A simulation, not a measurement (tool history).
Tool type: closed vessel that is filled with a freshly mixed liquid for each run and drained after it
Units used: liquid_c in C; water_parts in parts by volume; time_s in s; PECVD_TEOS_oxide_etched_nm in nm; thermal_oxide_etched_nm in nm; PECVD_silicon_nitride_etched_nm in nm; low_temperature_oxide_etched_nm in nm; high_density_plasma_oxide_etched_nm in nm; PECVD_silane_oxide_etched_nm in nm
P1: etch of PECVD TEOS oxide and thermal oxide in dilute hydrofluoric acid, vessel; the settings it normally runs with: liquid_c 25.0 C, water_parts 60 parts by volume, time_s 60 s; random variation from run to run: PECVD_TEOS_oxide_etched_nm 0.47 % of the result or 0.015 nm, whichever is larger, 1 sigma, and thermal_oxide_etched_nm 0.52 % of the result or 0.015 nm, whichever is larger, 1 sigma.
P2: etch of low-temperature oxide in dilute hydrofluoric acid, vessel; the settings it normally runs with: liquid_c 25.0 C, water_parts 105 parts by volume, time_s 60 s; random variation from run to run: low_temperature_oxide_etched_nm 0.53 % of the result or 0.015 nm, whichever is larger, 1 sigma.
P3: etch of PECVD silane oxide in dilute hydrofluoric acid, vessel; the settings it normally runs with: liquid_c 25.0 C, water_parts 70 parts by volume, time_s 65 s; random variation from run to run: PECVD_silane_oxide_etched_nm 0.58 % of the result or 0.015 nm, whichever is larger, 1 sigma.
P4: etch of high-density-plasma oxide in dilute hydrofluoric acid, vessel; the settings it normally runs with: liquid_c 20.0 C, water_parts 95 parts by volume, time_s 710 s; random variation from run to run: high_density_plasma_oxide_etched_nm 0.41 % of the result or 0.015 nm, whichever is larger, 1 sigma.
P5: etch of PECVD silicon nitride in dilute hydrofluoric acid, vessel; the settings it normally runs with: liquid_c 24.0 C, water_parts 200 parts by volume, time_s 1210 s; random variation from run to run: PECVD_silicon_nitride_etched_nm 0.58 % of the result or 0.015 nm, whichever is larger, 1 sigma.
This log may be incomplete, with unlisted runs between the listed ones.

| run | hour | process | liquid_c | water_parts | time_s | hours since the thermometer was replaced | hours since the hydrofluoric acid flow meter was replaced | PECVD_TEOS_oxide_etched_nm | thermal_oxide_etched_nm | PECVD_silicon_nitride_etched_nm | low_temperature_oxide_etched_nm | high_density_plasma_oxide_etched_nm | PECVD_silane_oxide_etched_nm |
|---|---|---|---|---|---|---|---|---|---|---|---|---|---|
| 1 | 8.9 | P1 | 25.0 | 60 | 60 | 696.1 | 1440.4 | 31.135 | 4.9257 |  |  |  |  |
| 2 | 18.7 | P1 | 25.0 | 60 | 60 | 705.9 | 1450.2 | 31.662 | 4.9640 |  |  |  |  |
| 3 | 28.1 | P1 | 25.0 | 20 | 60 | 715.3 | 1459.6 | 98.726 | 15.5640 |  |  |  |  |
| 4 | 38.1 | P5 | 28.5 | 200 | 1210 | 725.3 | 1469.6 |  |  | 13.9510 |  |  |  |
| 5 | 47.1 | P2 | 25.0 | 105 | 105 | 734.3 | 1478.6 |  |  |  | 36.435 |  |  |
| 6 | 56.4 | P4 | 20.0 | 95 | 305 | 743.6 | 1487.9 |  |  |  |  | 14.178 |  |
| 7 | 72.5 | P2 | 30.0 | 105 | 60 | 759.7 | 1504.0 |  |  |  | 25.131 |  |  |
| 8 | 89.1 | P1 | 25.0 | 105 | 60 | 776.3 | 1520.6 | 16.896 | 2.6753 |  |  |  |  |
| 9 | 104.1 | P5 | 24.0 | 200 | 660 | 791.3 | 1535.6 |  |  | 5.7664 |  |  |  |
| 10 | 117.8 | P2 | 25.0 | 180 | 60 | 805.0 | 1549.3 |  |  |  | 11.046 |  |  |
| 11 | 130.4 | P2 | 25.0 | 105 | 60 | 817.6 | 1561.9 |  |  |  | 20.748 |  |  |
| 12 | 140.7 | P4 | 20.0 | 95 | 710 | 827.9 | 1572.2 |  |  |  |  | 32.891 |  |
| 13 | 153.8 | P3 | 25.0 | 70 | 30 | 841.0 | 1585.3 |  |  |  |  |  | 6.8832 |
| 14 | 171.0 | P1 | 29.0 | 20 | 60 | 858.2 | 1602.5 | 117.030 | 18.4460 |  |  |  |  |
| 15 | 180.2 | P1 | 25.0 | 60 | 35 | 867.4 | 1611.7 | 18.360 | 2.8666 |  |  |  |  |
| 16 | 191.0 | P3 | 25.0 | 70 | 65 | 878.2 | 1622.5 |  |  |  |  |  | 14.9290 |
| 17 | 205.3 | P1 | 32.5 | 60 | 60 | 892.5 | 1636.8 | 42.188 | 6.6169 |  |  |  |  |
| 18 | 223.7 | P2 | 25.0 | 105 | 60 | 910.9 | 1655.2 |  |  |  | 20.864 |  |  |
| 19 | 239.2 | P1 | 25.0 | 60 | 60 | 926.4 | 1670.7 | 31.010 | 4.9302 |  |  |  |  |
| 20 | 249.2 | P5 | 24.0 | 200 | 1210 | 936.4 | 1680.7 |  |  | 10.5690 |  |  |  |
| 21 | 263.5 | P5 | 24.0 | 330 | 1210 | 950.7 | 1695.0 |  |  | 6.4115 |  |  |  |
| 22 | 273.6 | P3 | 17.0 | 70 | 65 | 960.8 | 1705.1 |  |  |  |  |  | 10.7790 |
| 23 | 284.3 | P1 | 21.0 | 60 | 60 | 971.5 | 1715.8 | 26.492 | 4.1364 |  |  |  |  |
| 24 | 293.2 | P4 | 20.0 | 25 | 710 | 980.4 | 1724.7 |  |  |  |  | 135.500 |  |
| 25 | 305.7 | P1 | 25.0 | 60 | 120 | 992.9 | 1737.2 | 63.274 | 9.8516 |  |  |  |  |
| 26 | 321.0 | P4 | 17.0 | 95 | 710 | 1008.2 | 1752.5 |  |  |  |  | 28.941 |  |
| 27 | 335.2 | P1 | 25.0 | 60 | 60 | 1022.4 | 1766.7 | 31.594 | 4.9183 |  |  |  |  |
| 28 | 350.3 | P1 | 25.0 | 60 | 60 | 1037.5 | 1781.8 | 31.320 | 4.9631 |  |  |  |  |
| 29 | 363.5 | P3 | 25.0 | 100 | 65 | 1050.7 | 1795.0 |  |  |  |  |  | 9.9995 |
| 30 | 377.9 | P4 | 20.0 | 95 | 710 | 1065.1 | 1809.4 |  |  |  |  | 32.725 |  |
| 31 | 389.5 | P1 | 19.0 | 60 | 30 | 1076.7 | 1821.0 | 12.327 | 1.9402 |  |  |  |  |
| 32 | 408.0 | P1 | 25.0 | 60 | 60 | 1095.2 | 1839.5 | 31.714 | 4.9420 |  |  |  |  |
| 33 | 419.0 | P1 | 25.0 | 60 | 60 | 1106.2 | 1850.5 | 30.669 | 4.8496 |  |  |  |  |
| 34 | 437.6 | P1 | 25.0 | 60 | 60 | 1124.8 | 1869.1 | 29.818 | 4.6714 |  |  |  |  |
| 35 | 449.0 | P1 | 25.0 | 60 | 60 | 1136.2 | 1880.5 | 29.611 | 4.5796 |  |  |  |  |
| 36 | 460.7 | P1 | 25.0 | 60 | 60 | 1147.9 | 1892.2 | 29.429 | 4.5991 |  |  |  |  |
| 37 | 472.5 | P1 | 25.0 | 60 | 60 | 1159.7 | 1904.0 | 29.238 | 4.5545 |  |  |  |  |
| 38 | 485.1 | P1 | 25.0 | 60 | 60 | 1172.3 | 1916.6 | 29.126 | 4.5818 |  |  |  |  |
| 39 | 495.9 | P1 | 25.0 | 60 | 60 | 1183.1 | 1927.4 | 28.858 | 4.5424 |  |  |  |  |
| 40 | 514.0 | P1 | 25.0 | 60 | 60 | 1201.2 | 1945.5 | 29.188 | 4.5535 |  |  |  |  |
| 41 | 526.4 | P1 | 25.0 | 60 | 60 | 1213.6 | 1957.9 | 28.614 | 4.5436 |  |  |  |  |
| 42 | 540.1 | P1 | 25.0 | 60 | 60 | 1227.3 | 1971.6 | 28.689 | 4.5189 |  |  |  |  |

Something has made what P1 gives creep away from where it was; the 2 causes below, each at its own stated size, fit the log equally well:
A: hydrofluoric acid flow below the setpoint (%) = 7.56
B: liquid colder than its thermometer reads (K) = 2.09
The drift started at roughly hour 408.0.

The check runs listed below each take one wafer, and their results are still question marks. Under which run would the listed causes lead to clearly different results?
| check 1 | 553.8 | P5 | 24.0 | 200 | 1210 |  |  |  |  | ? |  |  |  |
| check 2 | 553.8 | P3 | 25.0 | 70 | 65 |  |  |  |  |  |  |  | ? |
| check 3 | 553.8 | P4 | 20.0 | 95 | 710 |  |  |  |  |  |  | ? |  |
| check 4 | 553.8 | P2 | 25.0 | 105 | 60 |  |  |  |  |  | ? |  |  |

What every check run would give for each of its results, assuming each possible cause in turn:
| check | result | if A | if B |
|---|---|---|---|
| check 1 | PECVD_silicon_nitride_etched_nm | 9.6800 | 9.1564 |
| check 2 | PECVD_silane_oxide_etched_nm | 13.6400 | 13.6580 |
| check 3 | high_density_plasma_oxide_etched_nm | 30.024 | 30.035 |
| check 4 | low_temperature_oxide_etched_nm | 18.974 | 19.102 |
Distance between the nearest two causes, measured in the result of the check that separates them most: check 1 5.56 %; check 2 0.13 %; check 3 0.04 %; check 4 0.68 %
Only check 1 tells the causes apart: in the others they would give nearly the same result.

Running check 1 produced the following: PECVD_silicon_nitride_etched_nm 9.2544 nm. Which one of the listed causes fits?

The cause is B: liquid colder than its thermometer reads (K).

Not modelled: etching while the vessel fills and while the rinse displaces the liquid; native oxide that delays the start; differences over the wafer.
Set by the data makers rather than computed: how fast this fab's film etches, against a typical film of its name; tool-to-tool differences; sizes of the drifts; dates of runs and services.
